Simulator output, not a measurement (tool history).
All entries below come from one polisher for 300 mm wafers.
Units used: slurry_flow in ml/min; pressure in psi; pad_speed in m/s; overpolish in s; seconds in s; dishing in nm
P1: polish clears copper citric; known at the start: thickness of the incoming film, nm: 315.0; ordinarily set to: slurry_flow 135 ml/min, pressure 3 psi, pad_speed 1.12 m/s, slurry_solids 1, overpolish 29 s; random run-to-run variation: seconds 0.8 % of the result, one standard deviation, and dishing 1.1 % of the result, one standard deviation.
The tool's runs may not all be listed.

run,hour,slurry_flow,pressure,pad_speed,slurry_solids,overpolish,wafers polished on this pad,hours since the slurry nozzle was cleaned,hours since the head pressure was calibrated,hours since the slurry blender was calibrated,seconds,dishing
1,15.2,135,3,1.12,1,29,484,142.6,574.2,45.6,151.17,38.519
2,26.7,135,3,1.12,1,29,578,154.1,585.7,57.1,149.88,38.553
3,44.7,135,3,1.12,1,14,724,172.1,603.7,75.1,152.88,20.571
4,58.4,135,3,1.8,1,29,835,185.8,617.4,88.8,93.524,55.597
5,68.2,135,3,1.12,0.5,29,915,195.6,627.2,98.6,173.82,34.622
6,77.8,135,3,1.12,1,29,993,205.2,636.8,108.2,151,39.333
# hour 78.6: head pressure recalibrated
# hour 84.7: slurry nozzle cleaned
7,90.7,135,3,1.12,1.35,29,1098,6,12.2,121.1,141.02,41.21
8,109.1,95,4.1,1.12,1,29,1247,24.4,30.6,139.5,121.8,47.422
9,125.5,135,4.4,1.12,1,29,1380,40.8,47,155.9,104.76,54.152
10,141.6,95,3,1.12,1,29,1511,56.9,63.1,172,164.8,36.612
11,154.9,135,3,0.58,1,29,1619,70.2,76.4,185.3,286.23,22.245
12,166.5,190,3,1.12,1,29,1714,81.8,88,196.9,142.27,40.396
13,180,135,3,1.12,1,50,1823,95.3,101.5,210.4,151.84,58.692
14,194.5,135,3,1.12,1,29,1941,109.8,116,224.9,151.76,39.078
15,213.2,135,3,1.46,1,49,2093,128.5,134.7,243.6,117.45,70.582
16,227.7,135,3,1.12,1,29,2211,143,149.2,258.1,150.18,39.469
17,242.9,135,1.5,1.12,1,29,2334,158.2,164.4,273.3,297.26,21.041
18,254.8,135,3,1.58,1,13,2431,170.1,176.3,285.2,107.19,26.17
19,264.5,135,3,1.12,1,29,2510,179.8,186,294.9,150,39.149
20,278.8,135,3,1.12,1,29,2626,194.1,200.3,309.2,158.4,37.644
21,293.3,135,3,1.12,1,29,2744,208.6,214.8,323.7,163.03,37.305
22,308.1,135,3,1.12,1,29,2864,223.4,229.6,338.5,166.39,36.211
23,321.7,135,3,1.12,1,29,2975,237,243.2,352.1,166.8,35.677
# hour 332.8: head pressure recalibrated
24,339.5,135,3,1.12,1,29,3119,254.8,6.7,369.9,169.53,35.691
25,356.1,135,3,1.12,1,29,3254,271.4,23.3,386.5,170.55,35.19
# hour 357.1: slurry blender recalibrated
26,371.1,135,3,1.12,1,29,3376,286.4,38.3,14,169.48,34.886
27,381.1,135,3,1.12,1,29,3457,296.4,48.3,24,170.33,35.986
28,389.6,135,3,1.12,1,29,3526,304.9,56.8,32.5,169.53,35.272

What P1 gives has crept away from where it was. These 2 causes fit the log equally well, each at the size given:
A: slurry flow missing at the pad, % = 38
B: removal rate lost through wear of the pad, % = 10.7
Onset of the creep was near hour 264.5.
Ruled out, with reasons:
head's pressure below its setpoint, %: serviced at hour 332.8, which brought nothing back
abrasive missing from the slurry, %: serviced at hour 357.1, which brought nothing back

4 check runs are offered, each on 5 wafers whose results are averaged, their results left as question marks. Which one tells the causes apart?
check 1,398.1,135,3,0.6,1,29,,,,,?,?
check 2,398.1,105,3,1.68,1,29,,,,,?,?
check 3,398.1,135,1.5,1.12,1.35,29,,,,,?,?
check 4,398.1,135,3,1.64,0.55,29,,,,,?,?

Predicted outcomes, by check and by cause:
check,result,if A,if B
check 1,seconds,311.22,311.04
check 1,dishing,20.889,20.9
check 2,seconds,123.73,120.28
check 2,dishing,45.783,46.803
check 3,seconds,311.45,311.27
check 3,dishing,20.352,20.362
check 4,seconds,132.13,132.05
check 4,dishing,43.48,43.5
Per check, the gap between the least separated pair of causes, taken in the result that splits them most: check 1 0.06 %; check 2 2.83 %; check 3 0.06 %; check 4 0.06 %
Of the check runs offered, only check 2 discriminates between the causes; the rest would read about the same regardless of which cause applies.

Here is what check 2 returned: seconds 120.27 s; dishing 46.594 nm. Which cause is it?

It is B: removal rate lost through wear of the pad, %.
